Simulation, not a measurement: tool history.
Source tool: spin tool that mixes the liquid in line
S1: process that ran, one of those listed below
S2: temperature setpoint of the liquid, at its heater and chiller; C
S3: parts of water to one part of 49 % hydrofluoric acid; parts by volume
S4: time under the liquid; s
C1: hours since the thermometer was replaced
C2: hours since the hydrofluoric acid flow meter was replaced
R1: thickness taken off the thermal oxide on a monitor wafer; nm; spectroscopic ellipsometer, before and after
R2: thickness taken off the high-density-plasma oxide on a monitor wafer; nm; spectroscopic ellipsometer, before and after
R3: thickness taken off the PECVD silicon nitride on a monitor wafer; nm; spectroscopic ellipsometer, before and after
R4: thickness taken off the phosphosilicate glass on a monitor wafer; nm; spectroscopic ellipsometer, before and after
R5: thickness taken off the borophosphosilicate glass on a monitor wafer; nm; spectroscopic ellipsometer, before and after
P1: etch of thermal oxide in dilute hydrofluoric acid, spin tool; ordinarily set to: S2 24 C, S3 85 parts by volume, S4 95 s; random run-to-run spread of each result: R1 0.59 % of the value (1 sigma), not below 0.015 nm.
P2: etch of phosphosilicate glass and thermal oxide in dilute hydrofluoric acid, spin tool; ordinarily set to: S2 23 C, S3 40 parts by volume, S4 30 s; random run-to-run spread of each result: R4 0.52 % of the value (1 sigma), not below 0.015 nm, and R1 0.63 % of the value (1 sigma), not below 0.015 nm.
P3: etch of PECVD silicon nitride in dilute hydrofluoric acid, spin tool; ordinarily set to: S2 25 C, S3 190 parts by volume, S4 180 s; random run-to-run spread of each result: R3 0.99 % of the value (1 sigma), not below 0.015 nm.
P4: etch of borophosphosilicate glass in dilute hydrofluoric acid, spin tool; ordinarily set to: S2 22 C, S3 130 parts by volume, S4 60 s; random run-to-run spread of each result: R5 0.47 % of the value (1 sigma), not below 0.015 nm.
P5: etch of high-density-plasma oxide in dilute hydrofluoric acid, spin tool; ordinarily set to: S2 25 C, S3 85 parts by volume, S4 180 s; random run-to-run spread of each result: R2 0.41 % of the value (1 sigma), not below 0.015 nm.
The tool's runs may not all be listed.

run,hour,S1,S2,S3,S4,C1,C2,R1,R2,R3,R4,R5
1,9.1,P1,24,85,95,402.2,517.4,5.3957,,,,
2,22.6,P1,24,85,95,415.7,530.9,5.4489,,,,
3,39.4,P5,25,85,180,432.5,547.7,,17.786,,,
4,53.7,P3,25,190,180,446.8,562,,,2.3139,,
5,65.9,P1,24,85,165,459,574.2,9.3214,,,,
6,80.5,P1,24,50,50,473.6,588.8,5.1353,,,,
7,93.5,P1,30,85,95,486.6,601.8,6.8718,,,,
8,107.3,P5,25,85,285,500.4,615.6,,28.149,,,
9,115.5,P1,24,120,140,508.6,623.8,5.473,,,,
10,123.4,P3,25,190,15,516.5,631.7,,,0.161,,
11,139.8,P5,18,85,180,532.9,648.1,,13.349,,,
12,147.9,P3,32.5,190,180,541,656.2,,,3.5781,,
13,162.8,P2,17,40,30,555.9,671.1,2.743,,,75.158,
14,180.6,P1,24,25,95,573.7,688.9,19.867,,,,
15,196.1,P1,24,85,95,589.2,704.4,5.4089,,,,
16,204.1,P4,22,130,30,597.2,712.4,,,,,9.6769
17,212.1,P2,23,40,30,605.2,720.4,3.5822,,,96.619,
# hour 215.8: thermometer replaced
18,224.9,P1,20.5,85,95,9.2,733.2,4.7262,,,,
19,242.6,P4,22,130,60,26.9,750.9,,,,,19.192
20,255.5,P1,24,85,95,39.8,763.8,5.3996,,,,
21,268.2,P4,22,130,60,52.5,776.5,,,,,19.365
22,278.4,P3,25,50,180,62.7,786.7,,,8.5384,,
23,288.6,P2,23,60,30,72.9,796.9,2.3094,,,62.946,
24,302,P4,22,230,60,86.3,810.3,,,,,9.7209
25,315,P2,23,40,15,99.3,823.3,1.8247,,,48.7,
26,323.9,P4,30.5,130,60,108.2,832.2,,,,,26.694
27,339.8,P1,24,125,95,124.1,848.1,3.5121,,,,
28,350.6,P1,24,85,95,134.9,858.9,5.4088,,,,

Run 29 comes next. What will it give?
29,364.3,P5,25,40,180,148.6,872.6,,?,,,

{"run 29": {"R2": 40.374}}
